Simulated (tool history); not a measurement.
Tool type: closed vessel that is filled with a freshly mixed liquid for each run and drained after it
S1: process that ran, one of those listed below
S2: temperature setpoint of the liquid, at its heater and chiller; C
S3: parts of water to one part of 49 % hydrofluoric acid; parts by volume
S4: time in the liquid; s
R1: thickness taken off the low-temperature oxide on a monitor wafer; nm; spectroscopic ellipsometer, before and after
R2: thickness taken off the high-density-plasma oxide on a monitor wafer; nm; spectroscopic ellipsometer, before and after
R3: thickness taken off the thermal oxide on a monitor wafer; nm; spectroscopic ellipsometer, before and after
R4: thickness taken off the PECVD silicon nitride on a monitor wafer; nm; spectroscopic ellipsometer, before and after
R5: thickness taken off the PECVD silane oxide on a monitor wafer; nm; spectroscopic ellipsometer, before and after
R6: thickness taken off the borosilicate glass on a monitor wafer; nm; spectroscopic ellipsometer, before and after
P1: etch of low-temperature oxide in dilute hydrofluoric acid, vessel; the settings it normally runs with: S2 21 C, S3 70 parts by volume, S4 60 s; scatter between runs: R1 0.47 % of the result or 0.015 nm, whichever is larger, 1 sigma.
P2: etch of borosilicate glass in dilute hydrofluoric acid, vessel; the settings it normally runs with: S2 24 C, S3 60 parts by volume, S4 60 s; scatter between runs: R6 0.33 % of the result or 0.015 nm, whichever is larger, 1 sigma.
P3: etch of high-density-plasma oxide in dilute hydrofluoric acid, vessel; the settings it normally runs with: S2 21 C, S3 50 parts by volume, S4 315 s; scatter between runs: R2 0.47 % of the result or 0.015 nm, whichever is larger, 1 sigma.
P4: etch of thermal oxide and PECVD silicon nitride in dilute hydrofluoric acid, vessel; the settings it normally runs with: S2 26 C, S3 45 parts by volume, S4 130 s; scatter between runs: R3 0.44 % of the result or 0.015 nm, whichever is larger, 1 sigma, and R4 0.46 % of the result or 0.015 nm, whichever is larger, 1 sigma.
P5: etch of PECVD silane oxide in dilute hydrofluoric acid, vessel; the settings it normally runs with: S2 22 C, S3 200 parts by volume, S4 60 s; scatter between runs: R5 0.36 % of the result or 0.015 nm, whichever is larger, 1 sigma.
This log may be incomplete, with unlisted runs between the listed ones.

run   hour  S1    S2   S3   S4      R1      R2      R3      R4      R5      R6
  1    5.2  P1    21   70   60  18.302
  2   13.5  P1    21   70   60   18.18
  3   21.9  P3    21   50  475          74.421
  4   26.5  P1    21  105   60  11.689
  5   31.5  P4    26   25  130                  29.246  14.833
  6   38.4  P4    26   45  130                  15.782  8.3304
  7   44.1  P5    30  200   60                                   10.53
  8   48.6  P2    24  100   60                                          18.746
  9   54.1  P1    21   70   60  18.194
 10   63.6  P1    21   70   60  18.438
 11   71.2  P1    21   20   60  67.831
 12     80  P2    24   60   60                                          32.701
 13   89.5  P3    21   75  315          32.155
 14   94.6  P3    21   50  315           49.22
 15  102.3  P1    17   70   60  15.384
 16  108.7  P3    21   50  315          49.449
 17  116.2  P2    24   60   90                                           48.93
 18  125.3  P2  31.5   60   60                                          44.078
 19  132.7  P1    21   70   35  10.682
 20  137.1  P3    17   50  315          41.733
 21    145  P4    19   45  130                  11.743  5.1979
 22  152.9  P4    26   45   30                  3.6326   1.895
 23  162.4  P2    24   60   60                                          32.664
 24  170.5  P5    22  200   60                                  7.9394
 25  176.2  P4    26   45  130                  15.668  8.4017
 26  183.9  P5    22   35   60                                  54.647

What will run 27 give?
 27  188.2  P1  25.5  70  60   ?

R1: 21.811 nm

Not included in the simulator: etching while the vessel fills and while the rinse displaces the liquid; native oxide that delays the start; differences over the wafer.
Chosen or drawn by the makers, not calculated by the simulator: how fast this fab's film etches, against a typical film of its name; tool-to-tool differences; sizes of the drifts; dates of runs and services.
